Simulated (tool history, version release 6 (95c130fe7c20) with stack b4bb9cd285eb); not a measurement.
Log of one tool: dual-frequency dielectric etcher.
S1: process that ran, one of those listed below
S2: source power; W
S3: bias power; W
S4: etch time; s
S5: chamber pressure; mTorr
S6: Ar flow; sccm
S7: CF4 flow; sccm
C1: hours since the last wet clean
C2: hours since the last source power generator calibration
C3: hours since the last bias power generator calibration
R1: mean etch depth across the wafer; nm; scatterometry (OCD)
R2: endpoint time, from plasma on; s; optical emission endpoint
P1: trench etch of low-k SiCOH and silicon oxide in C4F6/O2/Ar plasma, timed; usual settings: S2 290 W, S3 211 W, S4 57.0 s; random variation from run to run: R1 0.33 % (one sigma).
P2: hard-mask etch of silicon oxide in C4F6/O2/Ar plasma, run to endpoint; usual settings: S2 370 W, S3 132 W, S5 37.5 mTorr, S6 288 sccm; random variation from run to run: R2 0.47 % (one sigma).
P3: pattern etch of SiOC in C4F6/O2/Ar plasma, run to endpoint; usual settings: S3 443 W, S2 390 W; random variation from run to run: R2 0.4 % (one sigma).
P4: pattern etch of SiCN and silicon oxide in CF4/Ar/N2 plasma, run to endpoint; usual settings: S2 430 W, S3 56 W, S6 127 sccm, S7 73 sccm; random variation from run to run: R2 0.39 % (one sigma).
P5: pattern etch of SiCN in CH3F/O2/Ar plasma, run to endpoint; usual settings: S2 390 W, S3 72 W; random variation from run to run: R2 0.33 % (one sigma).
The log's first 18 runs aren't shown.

run	hour	S1	S2	S3	S4	S5	S6	S7	C1	C2	C3	R1	R2
19	56.7	P5	390	72					198.3	3284.9	1090.9		30.8600
20	60.5	P1	210	211	39.0				202.1	3288.7	1094.7	103.88	
21	63.0	P3	390	443					204.6	3291.2	1097.2		10.2990
22	66.5	P1	290	155	57.0				208.1	3294.7	1100.7	155.50	
23	70.4	P1	290	211	57.0				212.0	3298.6	1104.6	171.20	
24	74.6	P1	290	257	57.0				216.2	3302.8	1108.8	183.12	
25	78.5	P4	430	56			101	73	220.1	3306.7	1112.7		14.0870
26	82.7	P1	290	211	57.0				224.3	3310.9	1116.9	171.09	
27	84.9	P1	220	211	57.0				226.5	3313.1	1119.1	153.87	
28	87.1	P2	230	132		37.5	288		228.7	3315.3	1121.3		107.8600
29	90.2	P3	490	443					231.8	3318.4	1124.4		9.5089
30	93.3	P5	390	72					234.9	3321.5	1127.5		30.8240

The next listed run, before its measurement:
31	96.5	P1	290	211	57.0				238.1	3324.7	1130.7	?	

{"run 31": {"R1": 171.73}}
